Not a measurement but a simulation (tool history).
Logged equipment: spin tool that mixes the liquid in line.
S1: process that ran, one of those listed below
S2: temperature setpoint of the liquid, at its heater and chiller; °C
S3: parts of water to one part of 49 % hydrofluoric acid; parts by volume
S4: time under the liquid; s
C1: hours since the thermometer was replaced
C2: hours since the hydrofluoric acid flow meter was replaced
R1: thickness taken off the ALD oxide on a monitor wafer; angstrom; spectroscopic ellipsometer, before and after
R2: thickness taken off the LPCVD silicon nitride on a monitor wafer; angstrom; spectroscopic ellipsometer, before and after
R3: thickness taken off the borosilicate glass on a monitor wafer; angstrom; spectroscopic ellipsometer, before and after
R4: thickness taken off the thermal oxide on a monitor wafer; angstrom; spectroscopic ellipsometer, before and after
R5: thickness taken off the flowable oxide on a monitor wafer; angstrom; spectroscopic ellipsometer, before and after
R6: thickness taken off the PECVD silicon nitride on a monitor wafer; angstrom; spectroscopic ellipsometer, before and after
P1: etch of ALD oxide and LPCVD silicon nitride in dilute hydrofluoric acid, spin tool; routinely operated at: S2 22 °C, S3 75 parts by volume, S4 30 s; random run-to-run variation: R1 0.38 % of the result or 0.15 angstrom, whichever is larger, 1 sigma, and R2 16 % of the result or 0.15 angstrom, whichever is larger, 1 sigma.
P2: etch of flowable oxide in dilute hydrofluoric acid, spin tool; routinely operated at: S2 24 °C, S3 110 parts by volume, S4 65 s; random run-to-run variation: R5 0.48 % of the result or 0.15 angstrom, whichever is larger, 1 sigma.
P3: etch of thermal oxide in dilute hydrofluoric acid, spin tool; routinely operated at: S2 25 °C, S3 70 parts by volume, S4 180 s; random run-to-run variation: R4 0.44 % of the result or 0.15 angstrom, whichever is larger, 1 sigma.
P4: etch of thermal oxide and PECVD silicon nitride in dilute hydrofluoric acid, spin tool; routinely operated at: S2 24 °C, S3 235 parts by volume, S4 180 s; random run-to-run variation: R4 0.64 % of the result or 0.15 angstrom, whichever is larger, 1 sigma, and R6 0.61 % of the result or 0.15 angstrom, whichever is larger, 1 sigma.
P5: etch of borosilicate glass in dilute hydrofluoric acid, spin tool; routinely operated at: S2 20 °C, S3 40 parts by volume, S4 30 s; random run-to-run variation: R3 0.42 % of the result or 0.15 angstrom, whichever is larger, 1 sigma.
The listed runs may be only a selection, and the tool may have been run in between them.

{"run": 1, "day": 0.217, "S1": "P1", "S2": 22, "S3": 75, "S4": 30, "C1": 1618.7, "C2": 214.1, "R1": 117.04, "R2": 1.4483}
{"run": 2, "day": 0.467, "S1": "P1", "S2": 17.5, "S3": 75, "S4": 30, "C1": 1624.7, "C2": 220.1, "R1": 96.53, "R2": 1.1146}
{"run": 3, "day": 0.696, "S1": "P5", "S2": 20, "S3": 40, "S4": 30, "C1": 1630.2, "C2": 225.6, "R3": 338.04}
{"run": 4, "day": 0.946, "S1": "P3", "S2": 25, "S3": 70, "S4": 310, "C1": 1636.2, "C2": 231.6, "R4": 246.3}
{"run": 5, "day": 1.238, "S1": "P2", "S2": 24, "S3": 110, "S4": 65, "C1": 1643.2, "C2": 238.6, "R5": 170.21}
{"run": 6, "day": 1.471, "S1": "P1", "S2": 22, "S3": 75, "S4": 65, "C1": 1648.8, "C2": 244.2, "R1": 253.8, "R2": 3.13}
{"run": 7, "day": 1.846, "S1": "P1", "S2": 22, "S3": 75, "S4": 30, "C1": 1657.8, "C2": 253.2, "R1": 116.13, "R2": 1.6696}
{"run": 8, "day": 2.204, "S1": "P4", "S2": 24, "S3": 235, "S4": 180, "C1": 1666.4, "C2": 261.8, "R4": 32.765, "R6": 37.629}
{"run": 9, "day": 2.404, "S1": "P1", "S2": 27.5, "S3": 75, "S4": 30, "C1": 1671.2, "C2": 266.6, "R1": 145.92, "R2": 2.1708}
{"run": 10, "day": 2.788, "S1": "P1", "S2": 22, "S3": 75, "S4": 30, "C1": 1680.4, "C2": 275.8, "R1": 116.95, "R2": 1.5989}
{"run": 11, "day": 3.05, "S1": "P1", "S2": 22, "S3": 75, "S4": 30, "C1": 1686.7, "C2": 282.1, "R1": 117.82, "R2": 1.8874}
{"run": 12, "day": 3.388, "S1": "P3", "S2": 25, "S3": 35, "S4": 180, "C1": 1694.8, "C2": 290.2, "R4": 300.21}
{"run": 13, "day": 3.662, "S1": "P2", "S2": 24, "S3": 55, "S4": 65, "C1": 1701.4, "C2": 296.8, "R5": 365.68}
{"run": 14, "day": 3.946, "S1": "P2", "S2": 24, "S3": 110, "S4": 30, "C1": 1708.2, "C2": 303.6, "R5": 78.991}
{"run": 15, "day": 4.112, "S1": "P1", "S2": 28.5, "S3": 75, "S4": 15, "C1": 1712.2, "C2": 307.6, "R1": 76.091, "R2": 1.7014}
{"run": 16, "day": 4.333, "S1": "P5", "S2": 24, "S3": 40, "S4": 30, "C1": 1717.5, "C2": 312.9, "R3": 401.54}
{"run": 17, "day": 4.529, "S1": "P1", "S2": 25.5, "S3": 125, "S4": 30, "C1": 1722.2, "C2": 317.6, "R1": 75.694, "R2": 1.4228}
{"run": 18, "day": 4.821, "S1": "P1", "S2": 22, "S3": 20, "S4": 30, "C1": 1729.2, "C2": 324.6, "R1": 472.18, "R2": 5.653}
{"run": 19, "day": 5.062, "S1": "P1", "S2": 22, "S3": 75, "S4": 15, "C1": 1735, "C2": 330.4, "R1": 58.659, "R2": 0.72464}
{"run": 20, "day": 5.358, "S1": "P4", "S2": 30, "S3": 235, "S4": 180, "C1": 1742.1, "C2": 337.5, "R4": 40.561, "R6": 53.885}
{"run": 21, "day": 5.592, "S1": "P1", "S2": 22, "S3": 115, "S4": 30, "C1": 1747.7, "C2": 343.1, "R1": 72.809, "R2": 1.1153}
{"run": 22, "day": 5.904, "S1": "P5", "S2": 20, "S3": 65, "S4": 30, "C1": 1755.2, "C2": 350.6, "R3": 202.57}
{"run": 23, "day": 6.204, "S1": "P5", "S2": 20, "S3": 40, "S4": 60, "C1": 1762.4, "C2": 357.8, "R3": 671.04}
{"run": 24, "day": 6.4, "S1": "P3", "S2": 25, "S3": 70, "S4": 180, "C1": 1767.1, "C2": 362.5, "R4": 143.47}
{"run": 25, "day": 6.629, "S1": "P1", "S2": 22, "S3": 75, "S4": 30, "C1": 1772.6, "C2": 368, "R1": 116.59, "R2": 2.2037}
{"run": 26, "day": 6.962, "S1": "P3", "S2": 17, "S3": 70, "S4": 180, "C1": 1780.6, "C2": 376, "R4": 102.6}
{"run": 27, "day": 7.312, "S1": "P2", "S2": 31, "S3": 110, "S4": 65, "C1": 1789, "C2": 384.4, "R5": 221.7}
{"run": 28, "day": 7.508, "S1": "P1", "S2": 17, "S3": 115, "S4": 30, "C1": 1793.7, "C2": 389.1, "R1": 59.823, "R2": 0.58318}
{"run": 29, "day": 7.817, "S1": "P1", "S2": 22, "S3": 75, "S4": 30, "C1": 1801.1, "C2": 396.5, "R1": 117.03, "R2": 1.5776}
{"run": 30, "day": 8.012, "S1": "P4", "S2": 24, "S3": 235, "S4": 65, "C1": 1805.8, "C2": 401.2, "R4": 11.829, "R6": 13.65}
{"run": 31, "day": 8.383, "S1": "P4", "S2": 24, "S3": 400, "S4": 180, "C1": 1814.7, "C2": 410.1, "R4": 16.24, "R6": 21.867}
{"run": 32, "day": 8.633, "S1": "P3", "S2": 25, "S3": 70, "S4": 180, "C1": 1820.7, "C2": 416.1, "R4": 144.07}
{"run": 33, "day": 8.812, "S1": "P1", "S2": 22, "S3": 75, "S4": 30, "C1": 1825, "C2": 420.4, "R1": 117.57, "R2": 1.1878}
{"run": 34, "day": 9.171, "S1": "P1", "S2": 22, "S3": 75, "S4": 30, "C1": 1833.6, "C2": 429, "R1": 113.05, "R2": 1.2097}
{"run": 35, "day": 9.467, "S1": "P1", "S2": 22, "S3": 75, "S4": 30, "C1": 1840.7, "C2": 436.1, "R1": 110.17, "R2": 1.5702}
{"run": 36, "day": 9.796, "S1": "P1", "S2": 22, "S3": 75, "S4": 30, "C1": 1848.6, "C2": 444, "R1": 109.5, "R2": 1.5999}
{"run": 37, "day": 9.962, "S1": "P1", "S2": 22, "S3": 75, "S4": 30, "C1": 1852.6, "C2": 448, "R1": 107.94, "R2": 1.3271}
{"run": 38, "day": 10.238, "S1": "P1", "S2": 22, "S3": 75, "S4": 30, "C1": 1859.2, "C2": 454.6, "R1": 107.1, "R2": 1.4344}
{"run": 39, "day": 10.467, "S1": "P1", "S2": 22, "S3": 75, "S4": 30, "C1": 1864.7, "C2": 460.1, "R1": 107.13, "R2": 1.3113}
{"run": 40, "day": 10.7, "S1": "P1", "S2": 22, "S3": 75, "S4": 30, "C1": 1870.3, "C2": 465.7, "R1": 106.58, "R2": 1.2878}
{"run": 41, "day": 10.938, "S1": "P1", "S2": 22, "S3": 75, "S4": 30, "C1": 1876, "C2": 471.4, "R1": 107.24, "R2": 1.5727}
{"run": 42, "day": 11.275, "S1": "P1", "S2": 22, "S3": 75, "S4": 30, "C1": 1884.1, "C2": 479.5, "R1": 106.48, "R2": 1.2341}
{"run": 43, "day": 11.525, "S1": "P1", "S2": 22, "S3": 75, "S4": 30, "C1": 1890.1, "C2": 485.5, "R1": 106.76, "R2": 1.2615}

What P1 gives has crept away from where it was. These 2 causes fit the log equally well, each at the size given:
A: hydrofluoric acid flow below the setpoint (%) = 8.45
B: liquid colder than its thermometer reads (K) = 2.34
The drift started at roughly day 8.812.

Which of the 4 check runs listed below separates the causes, so that each cause would produce a clearly different result? Each run uses one wafer, and its results are marked with question marks.
{"run": "check 1", "day": 11.775, "S1": "P5", "S2": 20, "S3": 40, "S4": 30, "R3": "?"}
{"run": "check 2", "day": 11.775, "S1": "P2", "S2": 24, "S3": 110, "S4": 65, "R5": "?"}
{"run": "check 3", "day": 11.775, "S1": "P4", "S2": 24, "S3": 235, "S4": 180, "R4": "?", "R6": "?"}
{"run": "check 4", "day": 11.775, "S1": "P3", "S2": 25, "S3": 70, "S4": 180, "R4": "?"}

If the cause were each of the candidates in turn, the checks would give the following:
check=check_1 result=R3 if_A=308.08 if_B=305.54
check=check_2 result=R5 if_A=154.48 if_B=155.63
check=check_3 result=R4 if_A=29.279 if_B=30.013
check=check_3 result=R6 if_A=34.197 if_B=32.197
check=check_4 result=R4 if_A=130.53 if_B=130.76
Smallest distance between any two causes, each pair judged by its most separating result, in per cent: check 1 0.83 %; check 2 0.74 %; check 3 6.03 %; check 4 0.18 %
Check 3 is the one run that separates the causes; every other check would come out nearly the same whichever cause is at work.

Then check 3 was run and gave: R4 28.933 angstrom; R6 34.17 angstrom. Which cause is it?

The cause is A: hydrofluoric acid flow below the setpoint (%).
